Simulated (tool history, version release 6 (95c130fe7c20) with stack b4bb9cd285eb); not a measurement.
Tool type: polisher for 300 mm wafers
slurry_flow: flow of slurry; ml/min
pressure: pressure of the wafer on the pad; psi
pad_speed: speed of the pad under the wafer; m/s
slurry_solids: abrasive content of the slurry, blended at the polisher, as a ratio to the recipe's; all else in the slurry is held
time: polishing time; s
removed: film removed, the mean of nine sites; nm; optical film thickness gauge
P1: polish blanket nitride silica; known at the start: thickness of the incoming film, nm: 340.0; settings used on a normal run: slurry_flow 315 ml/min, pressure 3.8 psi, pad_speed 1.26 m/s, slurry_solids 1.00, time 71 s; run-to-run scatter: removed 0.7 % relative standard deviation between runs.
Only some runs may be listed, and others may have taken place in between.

run	hour	slurry_flow	pressure	pad_speed	slurry_solids	time	wafers polished on this pad	hours since the slurry nozzle was cleaned	hours since the head pressure was calibrated	hours since the slurry blender was calibrated	hours since the conditioning disc was replaced	removed
1	5.7	315	3.8	1.26	1.00	71	583	107.7	538.3	89.7	139.8	53.480
2	10.5	315	3.8	1.26	1.00	71	618	112.5	543.1	94.5	144.6	53.755
3	17.1	315	2.5	1.26	1.00	71	667	119.1	549.7	101.1	151.2	34.871
4	22.5	315	3.8	1.26	1.00	71	708	124.5	555.1	106.5	156.6	53.627
# hour 25.4: conditioning disc replaced and pad reconditioned
5	28.0	315	3.8	1.26	1.00	71	748	130.0	560.6	112.0	2.7	53.432
6	31.7	315	4.9	1.26	1.00	71	776	133.7	564.3	115.7	6.4	68.593
7	37.3	315	3.8	1.26	1.00	71	817	139.3	569.9	121.3	12.0	52.761
8	41.9	315	3.8	1.26	1.00	71	852	143.9	574.5	125.9	16.6	53.094
9	44.9	315	3.8	0.70	1.00	71	874	146.9	577.5	128.9	19.6	33.310
10	50.4	315	3.8	1.26	0.55	50	915	152.4	583.0	134.4	25.1	27.292
# hour 52.1: slurry nozzle cleaned
11	56.1	315	3.8	1.58	1.00	71	957	4.0	588.7	140.1	30.8	63.788
12	59.3	315	3.8	1.26	1.00	49	981	7.2	591.9	143.3	34.0	36.790
# hour 64.6: slurry blender recalibrated
13	64.7	315	3.8	1.26	1.00	71	1021	12.6	597.3	0.2	39.4	53.420
14	71.0	190	2.4	1.26	1.00	71	1068	18.9	603.6	6.5	45.7	31.694
15	77.0	315	3.8	1.26	1.00	106	1112	24.9	609.6	12.5	51.7	80.694
16	83.1	315	3.8	1.78	1.30	71	1158	31.0	615.7	18.6	57.8	77.664
17	88.7	315	3.8	1.26	1.25	71	1199	36.6	621.3	24.2	63.4	57.876
18	93.6	315	3.8	1.26	0.55	71	1236	41.5	626.2	29.1	68.3	38.811
19	99.7	495	3.8	1.26	1.00	71	1281	47.6	632.3	35.2	74.4	55.336
20	105.0	200	3.8	1.26	1.00	71	1320	52.9	637.6	40.5	79.7	49.776
21	110.2	315	3.8	1.26	1.00	71	1359	58.1	642.8	45.7	84.9	53.532
22	116.2	315	3.8	1.26	1.00	71	1403	64.1	648.8	51.7	90.9	49.789
23	121.6	315	3.8	1.26	1.00	71	1443	69.5	654.2	57.1	96.3	49.027
# hour 122.0: conditioning disc replaced and pad reconditioned
# hour 122.2: worn pad replaced by a new one
# hour 123.0: slurry nozzle cleaned
24	127.0	315	3.8	1.26	1.00	71	36	4.1	659.6	62.5	5.1	48.633
25	132.0	315	3.8	1.26	1.00	71	73	9.1	664.6	67.5	10.1	48.384
26	136.0	315	3.8	1.26	1.00	71	103	13.1	668.6	71.5	14.1	47.891
27	140.4	315	3.8	1.26	1.00	71	135	17.5	673.0	75.9	18.5	48.141

The log shows P1 creeping away from where it was. Any of the 2 causes listed here, at the size stated for it, fits the log just as well as the others:
A: abrasive missing from the slurry, % = 19.1
B: head's pressure below its setpoint, % = 9.67
The gradual shift began around hour 110.2.
Each remaining cause and why it is not a fit:
removal rate lost through wear of the pad, %: maintenance at hour 122.2, after the shift began, did not return the process to its former output
slurry flow missing at the pad, %: maintenance at hour 123.0, after the shift began, did not return the process to its former output
time polished since the conditioner stopped cutting, s: maintenance at hour 122.0, after the shift began, did not return the process to its former output

Of the 4 check runs below, each run on 5 wafers with the results averaged and each result still a question mark, which one would tell the listed causes apart?
check 1	144.8	395	3.8	1.26	1.00	71						?
check 2	144.8	480	3.8	1.26	1.00	71						?
check 3	144.8	460	3.8	1.26	0.60	71						?
check 4	144.8	245	3.8	0.72	1.00	71						?

Check results expected under each cause:
check	result	if A	if B
check 1	removed	48.996	49.008
check 2	removed	49.596	49.608
check 3	removed	36.969	37.978
check 4	removed	30.037	30.045
Minimum pairwise separation of causes per check, each pair taken at its best-separating result: check 1 0.02 %; check 2 0.02 %; check 3 2.69 %; check 4 0.02 %
Check 3 distinguishes between the causes, while the remaining checks would return nearly the same result for all of them.

Here is what check 3 returned: removed 37.036 nm. Which cause is it?

A is the cause: abrasive missing from the slurry, %.

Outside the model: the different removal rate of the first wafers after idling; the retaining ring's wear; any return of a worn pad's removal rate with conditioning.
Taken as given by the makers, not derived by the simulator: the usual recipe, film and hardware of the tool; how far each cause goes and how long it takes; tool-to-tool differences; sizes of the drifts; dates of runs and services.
